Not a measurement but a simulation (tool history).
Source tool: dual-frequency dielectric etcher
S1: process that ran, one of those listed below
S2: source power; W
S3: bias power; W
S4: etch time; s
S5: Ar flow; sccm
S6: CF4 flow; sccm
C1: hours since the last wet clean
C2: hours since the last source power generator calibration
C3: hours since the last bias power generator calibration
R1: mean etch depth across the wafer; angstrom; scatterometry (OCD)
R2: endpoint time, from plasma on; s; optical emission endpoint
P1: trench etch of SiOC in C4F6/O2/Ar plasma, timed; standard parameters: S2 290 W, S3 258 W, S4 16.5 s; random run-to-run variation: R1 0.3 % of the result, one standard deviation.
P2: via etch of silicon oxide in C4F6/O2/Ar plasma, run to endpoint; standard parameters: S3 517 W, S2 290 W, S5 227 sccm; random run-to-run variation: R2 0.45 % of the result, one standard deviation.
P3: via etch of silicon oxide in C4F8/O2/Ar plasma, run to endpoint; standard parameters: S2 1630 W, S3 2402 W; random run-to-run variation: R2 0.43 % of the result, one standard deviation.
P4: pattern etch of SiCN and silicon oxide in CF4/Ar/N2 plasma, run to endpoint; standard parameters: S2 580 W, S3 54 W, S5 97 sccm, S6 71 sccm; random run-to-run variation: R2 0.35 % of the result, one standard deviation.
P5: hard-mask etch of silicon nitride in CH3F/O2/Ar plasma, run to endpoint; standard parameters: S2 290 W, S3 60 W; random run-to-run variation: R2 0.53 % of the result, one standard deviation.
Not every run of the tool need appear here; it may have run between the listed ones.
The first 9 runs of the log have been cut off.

| run | hour | S1 | S2 | S3 | S4 | S5 | S6 | C1 | C2 | C3 | R1 | R2 |
|---|---|---|---|---|---|---|---|---|---|---|---|---|
| 10 | 115.8 | P2 | 180 | 517 |  | 227 |  | 162.3 | 2198.5 | 2338.5 |  | 18.310 |
| 11 | 129.8 | P3 | 1630 | 2402 |  |  |  | 176.3 | 2212.5 | 2352.5 |  | 189.120 |
| 12 | 140.7 | P4 | 580 | 54 |  | 122 | 71 | 187.2 | 2223.4 | 2363.4 |  | 14.172 |
| 13 | 148.3 | P1 | 290 | 258 | 16.5 |  |  | 194.8 | 2231.0 | 2371.0 | 339.08 |  |
| 14 | 163.6 | P1 | 350 | 258 | 16.5 |  |  | 210.1 | 2246.3 | 2386.3 | 363.22 |  |
| 15 | 172.1 | P1 | 290 | 258 | 16.5 |  |  | 218.6 | 2254.8 | 2394.8 | 338.88 |  |
| 16 | 184.4 | P2 | 290 | 517 |  | 300 |  | 230.9 | 2267.1 | 2407.1 |  | 15.760 |
| 17 | 199.5 | P1 | 290 | 258 | 23.0 |  |  | 246.0 | 2282.2 | 2422.2 | 472.78 |  |
| 18 | 209.1 | P3 | 1630 | 1951 |  |  |  | 255.6 | 2291.8 | 2431.8 |  | 201.430 |
| 19 | 219.5 | P1 | 210 | 258 | 16.5 |  |  | 266.0 | 2302.2 | 2442.2 | 300.06 |  |
| 20 | 229.3 | P1 | 290 | 182 | 16.5 |  |  | 275.8 | 2312.0 | 2452.0 | 302.10 |  |
| 21 | 240.4 | P1 | 290 | 258 | 16.5 |  |  | 286.9 | 2323.1 | 2463.1 | 341.02 |  |
| 22 | 255.2 | P3 | 1630 | 2402 |  |  |  | 301.7 | 2337.9 | 2477.9 |  | 188.710 |
| 23 | 265.5 | P5 | 220 | 60 |  |  |  | 312.0 | 2348.2 | 2488.2 |  | 56.516 |
| 24 | 279.8 | P3 | 2180 | 2402 |  |  |  | 326.3 | 2362.5 | 2502.5 |  | 169.660 |
| 25 | 292.0 | P1 | 290 | 258 | 9.0 |  |  | 338.5 | 2374.7 | 2514.7 | 184.21 |  |
| 26 | 303.6 | P4 | 580 | 40 |  | 97 | 71 | 350.1 | 2386.3 | 2526.3 |  | 15.063 |
| 27 | 310.6 | P4 | 580 | 54 |  | 97 | 71 | 357.1 | 2393.3 | 2533.3 |  | 13.644 |
| 28 | 321.0 | P1 | 290 | 258 | 16.5 |  |  | 367.5 | 2403.7 | 2543.7 | 337.80 |  |
| 29 | 336.6 | P1 | 290 | 354 | 11.0 |  |  | 383.1 | 2419.3 | 2559.3 | 253.31 |  |
| 30 | 344.0 | P5 | 290 | 60 |  |  |  | 390.5 | 2426.7 | 2566.7 |  | 51.048 |
| 31 | 353.8 | P5 | 290 | 80 |  |  |  | 400.3 | 2436.5 | 2576.5 |  | 46.251 |
| 32 | 369.1 | P1 | 290 | 258 | 16.5 |  |  | 415.6 | 2451.8 | 2591.8 | 337.74 |  |

Run 33 comes next. What will it give?
| 33 | 380.7 | P1 | 290 | 258 | 16.5 |  |  | 427.2 | 2463.4 | 2603.4 | ? |  |

Logged for run 33: R1 337.02 angstrom.

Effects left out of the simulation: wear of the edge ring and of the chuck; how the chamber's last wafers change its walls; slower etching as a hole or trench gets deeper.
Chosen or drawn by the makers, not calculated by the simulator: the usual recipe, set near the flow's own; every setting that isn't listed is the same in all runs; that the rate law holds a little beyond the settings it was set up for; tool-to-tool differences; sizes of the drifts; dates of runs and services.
